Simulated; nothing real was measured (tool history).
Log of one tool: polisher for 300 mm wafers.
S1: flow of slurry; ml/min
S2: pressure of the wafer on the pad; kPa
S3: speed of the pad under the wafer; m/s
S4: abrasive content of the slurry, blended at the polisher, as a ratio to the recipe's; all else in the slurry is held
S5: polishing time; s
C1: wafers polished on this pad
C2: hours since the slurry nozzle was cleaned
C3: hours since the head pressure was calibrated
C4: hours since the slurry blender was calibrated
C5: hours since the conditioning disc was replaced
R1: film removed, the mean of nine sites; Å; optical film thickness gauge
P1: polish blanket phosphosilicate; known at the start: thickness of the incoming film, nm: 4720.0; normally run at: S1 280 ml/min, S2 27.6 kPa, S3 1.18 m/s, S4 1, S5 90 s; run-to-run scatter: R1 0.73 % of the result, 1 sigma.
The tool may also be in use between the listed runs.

| run | hour | S1 | S2 | S3 | S4 | S5 | C1 | C2 | C3 | C4 | C5 | R1 |
|---|---|---|---|---|---|---|---|---|---|---|---|---|
| 1 | 2.4 | 280 | 27.6 | 1.18 | 1 | 90 | 190 | 418.1 | 798.4 | 250.1 | 43.2 | 9317.1 |
| 2 | 5 | 170 | 27.6 | 1.18 | 1 | 90 | 219 | 420.7 | 801 | 252.7 | 45.8 | 8806.4 |
| 3 | 8.8 | 280 | 27.6 | 1.78 | 1 | 90 | 262 | 424.5 | 804.8 | 256.5 | 49.6 | 12935 |
| 4 | 12.1 | 280 | 27.6 | 1.18 | 1.3 | 90 | 298 | 427.8 | 808.1 | 259.8 | 52.9 | 10429 |
| 5 | 17 | 435 | 27.6 | 1.18 | 1 | 90 | 353 | 432.7 | 813 | 264.7 | 57.8 | 9700.9 |
| 6 | 19.5 | 280 | 27.6 | 1.18 | 1 | 90 | 380 | 435.2 | 815.5 | 267.2 | 60.3 | 9422.1 |
| 7 | 24.6 | 280 | 27.6 | 1.18 | 0.55 | 90 | 437 | 440.3 | 820.6 | 272.3 | 65.4 | 6831.1 |
| 8 | 28.9 | 280 | 27.6 | 1.18 | 1 | 90 | 485 | 444.6 | 824.9 | 276.6 | 69.7 | 9298 |
| 9 | 34.1 | 280 | 27.6 | 1.18 | 1 | 141 | 542 | 449.8 | 830.1 | 281.8 | 74.9 | 14524 |
| 10 | 37.5 | 280 | 34.5 | 1.18 | 1 | 69 | 580 | 453.2 | 833.5 | 285.2 | 78.3 | 9044.1 |
| 11 | 40.6 | 280 | 20.7 | 1.18 | 1 | 90 | 615 | 456.3 | 836.6 | 288.3 | 81.4 | 6977.8 |
|  | 41 | head pressure recalibrated |
|  | 41.7 | slurry nozzle cleaned |
| 12 | 43.8 | 280 | 27.6 | 1.18 | 1 | 90 | 650 | 2.2 | 2.8 | 291.5 | 84.6 | 9380.5 |
| 13 | 46.6 | 280 | 27.6 | 1.18 | 1 | 90 | 681 | 5 | 5.6 | 294.3 | 87.4 | 9255 |
| 14 | 49.2 | 280 | 27.6 | 0.54 | 1 | 90 | 710 | 7.6 | 8.2 | 296.9 | 90 | 4945 |
| 15 | 53.5 | 280 | 27.6 | 1.18 | 1 | 40 | 758 | 11.9 | 12.5 | 301.2 | 94.3 | 4115.8 |
| 16 | 56.2 | 280 | 40 | 1.18 | 1 | 90 | 788 | 14.6 | 15.2 | 303.9 | 97 | 13629 |
| 17 | 59.8 | 280 | 27.6 | 1.18 | 1 | 90 | 828 | 18.2 | 18.8 | 307.5 | 100.6 | 9239.9 |
| 18 | 64.3 | 280 | 27.6 | 1.18 | 1 | 90 | 878 | 22.7 | 23.3 | 312 | 105.1 | 9360.3 |
| 19 | 67.5 | 280 | 27.6 | 1.18 | 1 | 90 | 913 | 25.9 | 26.5 | 315.2 | 108.3 | 9142.7 |
| 20 | 72.1 | 280 | 27.6 | 1.18 | 1 | 90 | 965 | 30.5 | 31.1 | 319.8 | 112.9 | 8857.9 |
| 21 | 74.6 | 280 | 27.6 | 1.18 | 1 | 90 | 992 | 33 | 33.6 | 322.3 | 115.4 | 8836 |

The next listed run, before its measurement:
|  | 76.8 | worn pad replaced by a new one |
|  | 79.1 | slurry nozzle cleaned |
| 22 | 79.3 | 280 | 27.6 | 1.18 | 1 | 90 | 28 | 0.3 | 38.3 | 327 | 120.1 | ? |

Run 22 gave R1 8669 Å.
